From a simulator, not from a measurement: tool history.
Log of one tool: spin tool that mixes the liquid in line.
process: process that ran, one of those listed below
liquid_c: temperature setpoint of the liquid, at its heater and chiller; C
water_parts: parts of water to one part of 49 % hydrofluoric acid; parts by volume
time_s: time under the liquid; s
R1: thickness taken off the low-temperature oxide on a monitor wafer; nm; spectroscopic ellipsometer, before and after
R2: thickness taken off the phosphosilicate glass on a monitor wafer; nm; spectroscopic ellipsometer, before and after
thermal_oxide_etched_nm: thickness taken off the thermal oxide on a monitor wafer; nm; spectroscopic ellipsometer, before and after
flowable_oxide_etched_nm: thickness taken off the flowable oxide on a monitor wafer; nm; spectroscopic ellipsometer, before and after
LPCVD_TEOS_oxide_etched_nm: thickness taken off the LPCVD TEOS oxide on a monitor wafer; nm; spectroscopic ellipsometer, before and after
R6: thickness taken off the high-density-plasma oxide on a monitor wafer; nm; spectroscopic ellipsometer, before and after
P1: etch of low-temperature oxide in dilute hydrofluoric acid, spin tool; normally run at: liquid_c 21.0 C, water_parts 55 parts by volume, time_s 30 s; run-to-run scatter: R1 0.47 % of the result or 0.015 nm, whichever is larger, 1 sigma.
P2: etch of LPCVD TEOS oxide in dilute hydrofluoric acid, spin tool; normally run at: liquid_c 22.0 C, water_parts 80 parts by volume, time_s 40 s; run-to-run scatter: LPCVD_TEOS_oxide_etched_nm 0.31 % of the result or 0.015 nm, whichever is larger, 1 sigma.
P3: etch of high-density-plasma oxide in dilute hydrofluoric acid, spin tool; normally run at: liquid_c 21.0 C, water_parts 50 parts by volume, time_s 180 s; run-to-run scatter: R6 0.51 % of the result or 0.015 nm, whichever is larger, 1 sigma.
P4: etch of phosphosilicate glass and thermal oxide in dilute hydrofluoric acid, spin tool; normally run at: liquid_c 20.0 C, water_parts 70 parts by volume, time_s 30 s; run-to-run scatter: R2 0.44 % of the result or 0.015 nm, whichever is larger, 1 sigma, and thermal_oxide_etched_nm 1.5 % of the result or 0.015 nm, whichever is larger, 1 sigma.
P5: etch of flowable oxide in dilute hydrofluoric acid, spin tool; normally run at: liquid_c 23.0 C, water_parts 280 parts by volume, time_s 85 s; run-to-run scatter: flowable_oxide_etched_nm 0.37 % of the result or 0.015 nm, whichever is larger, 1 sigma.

{"run": 1, "hour": 11.5, "process": "P1", "liquid_c": 21.0, "water_parts": 55, "time_s": 30, "R1": 12.282}
{"run": 2, "hour": 23.2, "process": "P4", "liquid_c": 20.0, "water_parts": 70, "time_s": 30, "R2": 31.597, "thermal_oxide_etched_nm": 1.7325}
{"run": 3, "hour": 37.4, "process": "P5", "liquid_c": 23.0, "water_parts": 515, "time_s": 85, "flowable_oxide_etched_nm": 3.8897}
{"run": 4, "hour": 50.4, "process": "P1", "liquid_c": 21.0, "water_parts": 105, "time_s": 55, "R1": 11.04}
{"run": 5, "hour": 66.9, "process": "P4", "liquid_c": 20.0, "water_parts": 35, "time_s": 30, "R2": 65.735, "thermal_oxide_etched_nm": 3.6634}
{"run": 6, "hour": 77.9, "process": "P1", "liquid_c": 21.0, "water_parts": 55, "time_s": 30, "R1": 12.199}
{"run": 7, "hour": 87.7, "process": "P1", "liquid_c": 21.0, "water_parts": 85, "time_s": 30, "R1": 7.6312}
{"run": 8, "hour": 100.0, "process": "P2", "liquid_c": 22.0, "water_parts": 80, "time_s": 65, "LPCVD_TEOS_oxide_etched_nm": 43.534}
{"run": 9, "hour": 117.1, "process": "P1", "liquid_c": 21.0, "water_parts": 20, "time_s": 30, "R1": 35.27}
{"run": 10, "hour": 128.3, "process": "P5", "liquid_c": 23.0, "water_parts": 280, "time_s": 85, "flowable_oxide_etched_nm": 8.8052}
{"run": 11, "hour": 146.6, "process": "P2", "liquid_c": 17.0, "water_parts": 80, "time_s": 40, "LPCVD_TEOS_oxide_etched_nm": 21.814}
{"run": 12, "hour": 156.7, "process": "P1", "liquid_c": 21.0, "water_parts": 55, "time_s": 30, "R1": 12.24}
{"run": 13, "hour": 170.9, "process": "P2", "liquid_c": 22.0, "water_parts": 80, "time_s": 40, "LPCVD_TEOS_oxide_etched_nm": 26.77}
{"run": 14, "hour": 180.1, "process": "P3", "liquid_c": 26.5, "water_parts": 50, "time_s": 180, "R6": 24.608}
{"run": 15, "hour": 198.4, "process": "P1", "liquid_c": 21.0, "water_parts": 55, "time_s": 30, "R1": 12.156}
{"run": 16, "hour": 209.7, "process": "P1", "liquid_c": 25.5, "water_parts": 90, "time_s": 30, "R1": 8.6187}
{"run": 17, "hour": 226.7, "process": "P4", "liquid_c": 20.0, "water_parts": 70, "time_s": 45, "R2": 47.352, "thermal_oxide_etched_nm": 2.5718}
{"run": 18, "hour": 243.5, "process": "P1", "liquid_c": 21.0, "water_parts": 55, "time_s": 30, "R1": 12.24}
{"run": 19, "hour": 258.1, "process": "P3", "liquid_c": 21.0, "water_parts": 50, "time_s": 180, "R6": 19.654}
{"run": 20, "hour": 274.4, "process": "P1", "liquid_c": 21.0, "water_parts": 55, "time_s": 45, "R1": 18.453}
{"run": 21, "hour": 286.9, "process": "P4", "liquid_c": 17.0, "water_parts": 70, "time_s": 30, "R2": 27.608, "thermal_oxide_etched_nm": 1.5341}
{"run": 22, "hour": 304.4, "process": "P1", "liquid_c": 17.0, "water_parts": 55, "time_s": 30, "R1": 10.345}
{"run": 23, "hour": 318.1, "process": "P1", "liquid_c": 21.0, "water_parts": 55, "time_s": 15, "R1": 6.1524}
{"run": 24, "hour": 335.2, "process": "P3", "liquid_c": 21.0, "water_parts": 50, "time_s": 50, "R6": 5.5022}
{"run": 25, "hour": 352.5, "process": "P5", "liquid_c": 28.0, "water_parts": 280, "time_s": 85, "flowable_oxide_etched_nm": 10.419}
{"run": 26, "hour": 368.0, "process": "P2", "liquid_c": 22.0, "water_parts": 45, "time_s": 40, "LPCVD_TEOS_oxide_etched_nm": 50.068}
{"run": 27, "hour": 383.3, "process": "P1", "liquid_c": 27.0, "water_parts": 55, "time_s": 30, "R1": 15.704}
{"run": 28, "hour": 395.5, "process": "P5", "liquid_c": 23.0, "water_parts": 280, "time_s": 160, "flowable_oxide_etched_nm": 16.5}
{"run": 29, "hour": 411.3, "process": "P3", "liquid_c": 21.0, "water_parts": 20, "time_s": 180, "R6": 51.098}
{"run": 30, "hour": 420.6, "process": "P4", "liquid_c": 20.0, "water_parts": 70, "time_s": 30, "R2": 31.56, "thermal_oxide_etched_nm": 1.6811}
{"run": 31, "hour": 435.6, "process": "P1", "liquid_c": 21.0, "water_parts": 55, "time_s": 30, "R1": 12.171}
{"run": 32, "hour": 447.1, "process": "P1", "liquid_c": 21.0, "water_parts": 55, "time_s": 30, "R1": 11.998}
{"run": 33, "hour": 465.5, "process": "P1", "liquid_c": 21.0, "water_parts": 55, "time_s": 30, "R1": 11.728}
{"run": 34, "hour": 478.0, "process": "P1", "liquid_c": 21.0, "water_parts": 55, "time_s": 30, "R1": 11.492}
{"run": 35, "hour": 488.9, "process": "P1", "liquid_c": 21.0, "water_parts": 55, "time_s": 30, "R1": 11.591}
{"run": 36, "hour": 504.9, "process": "P1", "liquid_c": 21.0, "water_parts": 55, "time_s": 30, "R1": 11.523}
{"run": 37, "hour": 515.7, "process": "P1", "liquid_c": 21.0, "water_parts": 55, "time_s": 30, "R1": 11.422}
{"run": 38, "hour": 531.0, "process": "P1", "liquid_c": 21.0, "water_parts": 55, "time_s": 30, "R1": 11.402}
{"run": 39, "hour": 545.6, "process": "P1", "liquid_c": 21.0, "water_parts": 55, "time_s": 30, "R1": 11.455}
{"run": 40, "hour": 559.2, "process": "P1", "liquid_c": 21.0, "water_parts": 55, "time_s": 30, "R1": 11.556}

What P1 gives has crept away from where it was. These 2 causes fit the log equally well, each at the size given:
A: hydrofluoric acid flow below the setpoint (%) = 6.3
B: liquid colder than its thermometer reads (K) = 1.65
The creep began at about hour 435.6.

4 check runs are offered, one wafer each, their results left as question marks. Which one tells the causes apart?
{"run": "check 1", "hour": 572.8, "process": "P5", "liquid_c": 23.0, "water_parts": 495, "time_s": 85, "flowable_oxide_etched_nm": "?"}
{"run": "check 2", "hour": 572.8, "process": "P3", "liquid_c": 24.5, "water_parts": 50, "time_s": 80, "R6": "?"}
{"run": "check 3", "hour": 572.8, "process": "P4", "liquid_c": 17.0, "water_parts": 70, "time_s": 30, "R2": "?", "thermal_oxide_etched_nm": "?"}
{"run": "check 4", "hour": 572.8, "process": "P2", "liquid_c": 18.0, "water_parts": 80, "time_s": 40, "LPCVD_TEOS_oxide_etched_nm": "?"}

What each check would give under each cause:
check=check_1 result=flowable_oxide_etched_nm if_A=3.7436 if_B=3.8925
check=check_2 result=R6 if_A=9.4506 if_B=9.4645
check=check_3 result=R2 if_A=25.939 if_B=25.910
check=check_3 result=thermal_oxide_etched_nm if_A=1.4244 if_B=1.4228
check=check_4 result=LPCVD_TEOS_oxide_etched_nm if_A=21.177 if_B=21.190
How far apart the two closest causes lie, in the result that separates them most: check 1 3.9 %; check 2 0.15 %; check 3 0.11 %; check 4 0.06 %
Check 1 tells the causes apart: in the others they would give nearly the same result.

Check 1 was then run and gave: flowable_oxide_etched_nm 3.8971 nm. Which cause is it?

It is B: liquid colder than its thermometer reads (K).
